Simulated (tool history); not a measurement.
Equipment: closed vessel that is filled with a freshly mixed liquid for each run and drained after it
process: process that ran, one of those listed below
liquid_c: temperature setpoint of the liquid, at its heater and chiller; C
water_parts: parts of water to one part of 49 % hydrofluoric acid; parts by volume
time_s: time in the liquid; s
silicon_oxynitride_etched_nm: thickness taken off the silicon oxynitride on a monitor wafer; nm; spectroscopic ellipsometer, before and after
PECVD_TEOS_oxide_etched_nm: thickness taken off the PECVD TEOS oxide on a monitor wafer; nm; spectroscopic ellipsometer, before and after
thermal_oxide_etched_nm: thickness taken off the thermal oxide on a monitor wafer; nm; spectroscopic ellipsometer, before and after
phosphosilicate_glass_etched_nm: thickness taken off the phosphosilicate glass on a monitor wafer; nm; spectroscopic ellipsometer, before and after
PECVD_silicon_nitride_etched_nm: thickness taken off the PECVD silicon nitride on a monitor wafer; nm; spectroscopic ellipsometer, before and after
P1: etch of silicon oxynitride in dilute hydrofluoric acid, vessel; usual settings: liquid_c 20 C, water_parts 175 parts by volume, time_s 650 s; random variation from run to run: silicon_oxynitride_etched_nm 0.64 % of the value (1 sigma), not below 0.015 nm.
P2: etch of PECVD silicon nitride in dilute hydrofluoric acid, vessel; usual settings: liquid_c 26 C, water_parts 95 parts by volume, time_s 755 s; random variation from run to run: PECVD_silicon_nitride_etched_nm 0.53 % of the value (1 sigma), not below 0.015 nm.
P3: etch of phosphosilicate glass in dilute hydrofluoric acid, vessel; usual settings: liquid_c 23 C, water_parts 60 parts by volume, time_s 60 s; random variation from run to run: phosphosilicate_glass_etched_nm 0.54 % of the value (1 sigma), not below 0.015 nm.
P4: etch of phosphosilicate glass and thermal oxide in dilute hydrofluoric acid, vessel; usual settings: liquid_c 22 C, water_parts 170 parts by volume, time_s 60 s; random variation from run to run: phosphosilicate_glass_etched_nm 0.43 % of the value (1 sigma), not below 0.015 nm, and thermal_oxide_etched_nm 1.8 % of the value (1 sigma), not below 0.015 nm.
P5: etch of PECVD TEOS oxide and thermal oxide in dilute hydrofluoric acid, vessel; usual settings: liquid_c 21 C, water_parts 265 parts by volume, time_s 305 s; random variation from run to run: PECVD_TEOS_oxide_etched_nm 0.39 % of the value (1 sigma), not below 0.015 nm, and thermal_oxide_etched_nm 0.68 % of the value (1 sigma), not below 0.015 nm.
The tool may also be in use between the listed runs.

run,hour,process,liquid_c,water_parts,time_s,silicon_oxynitride_etched_nm,PECVD_TEOS_oxide_etched_nm,thermal_oxide_etched_nm,phosphosilicate_glass_etched_nm,PECVD_silicon_nitride_etched_nm
1,4.7,P1,20,175,650,4.558,,,,
2,10.6,P1,20,100,650,8.4054,,,,
3,18.5,P5,21,265,305,,17.058,4.0974,,
4,24.3,P1,17,40,650,18.926,,,,
5,28.5,P3,23,60,60,,,,85.471,
6,35.5,P5,21,265,590,,32.692,7.9351,,
7,40.3,P2,26,20,755,,,,,123.76
8,46.6,P3,23,60,30,,,,42.851,
9,54.6,P4,22,30,60,,,9.4066,150.55,
10,60.9,P4,22,170,115,,,2.7828,43.218,
11,65.2,P1,20,300,150,0.58521,,,,
12,71.2,P4,28,170,60,,,1.7367,28.087,
13,75.5,P3,23,60,60,,,,85.156,
14,82.9,P1,20,175,650,4.5776,,,,
15,89,P1,20,175,160,1.1418,,,,
16,93.1,P2,26,95,755,,,,,27.297
17,100.6,P1,20,175,650,4.5044,,,,
18,105,P4,22,170,60,,,1.4019,22.405,
19,113.2,P1,20,280,650,2.6519,,,,
20,119.2,P2,33.5,95,755,,,,,43.462
21,123,P1,20,175,650,4.5467,,,,
22,126.9,P1,20,175,650,4.5366,,,,
23,133.8,P1,20,175,650,4.5692,,,,
24,141.3,P5,27.5,265,305,,21.361,5.1688,,
25,145.2,P3,28,60,60,,,,105.72,
26,152.1,P1,25,175,650,5.7794,,,,
27,159.4,P4,22,170,60,,,1.4157,22.64,
28,163.1,P5,21,65,305,,85.147,20.432,,
29,167.2,P2,26,95,1465,,,,,52.816
30,171.4,P1,20,175,1050,7.3161,,,,
31,177.5,P1,20,95,1225,16.807,,,,
32,182.5,P1,17,175,650,3.9556,,,,
33,188.6,P3,23,30,60,,,,179.27,
34,194.7,P1,20,175,650,4.6445,,,,
35,202.8,P1,20,175,650,4.8035,,,,
36,207.7,P1,20,175,650,4.9072,,,,
37,213.3,P1,20,175,650,5.0341,,,,
38,221.4,P1,20,175,650,5.1076,,,,
39,227.3,P1,20,175,650,5.0705,,,,
40,233.9,P1,20,175,650,5.1288,,,,

P1 has crept away from where it was. The log is fitted equally well by each of these 2 causes, at the sizes shown:
A: hydrofluoric acid flow above the setpoint (%) = 9.92
B: liquid hotter than its thermometer reads (K) = 2.27
Creep in the process output first set in at about hour 194.7.

4 check runs are offered, one wafer each, their results left as question marks. Which one tells the causes apart?
check 1,240.5,P5,21,75,305,,?,?,,
check 2,240.5,P4,22,70,80,,,?,?,
check 3,240.5,P3,23,35,60,,,,?,
check 4,240.5,P2,33.5,95,1320,,,,,?

Expected result of each check under each candidate cause:
check,result,if A,if B
check 1,PECVD_TEOS_oxide_etched_nm,81.05,80.275
check 1,thermal_oxide_etched_nm,19.494,19.308
check 2,thermal_oxide_etched_nm,5.6501,5.5951
check 2,phosphosilicate_glass_etched_nm,90.654,89.772
check 3,phosphosilicate_glass_etched_nm,167.64,166.93
check 4,PECVD_silicon_nitride_etched_nm,83.881,87.445
How far apart the two closest causes lie, in the result that separates them most: check 1 0.96 %; check 2 0.98 %; check 3 0.43 %; check 4 4.16 %
The causes can be told apart only by check 4. The other checks would give nearly the same results under each of them.

After running check 4, the following was obtained: PECVD_silicon_nitride_etched_nm 83.929 nm. Which cause does this point to?

A is the cause: hydrofluoric acid flow above the setpoint (%).

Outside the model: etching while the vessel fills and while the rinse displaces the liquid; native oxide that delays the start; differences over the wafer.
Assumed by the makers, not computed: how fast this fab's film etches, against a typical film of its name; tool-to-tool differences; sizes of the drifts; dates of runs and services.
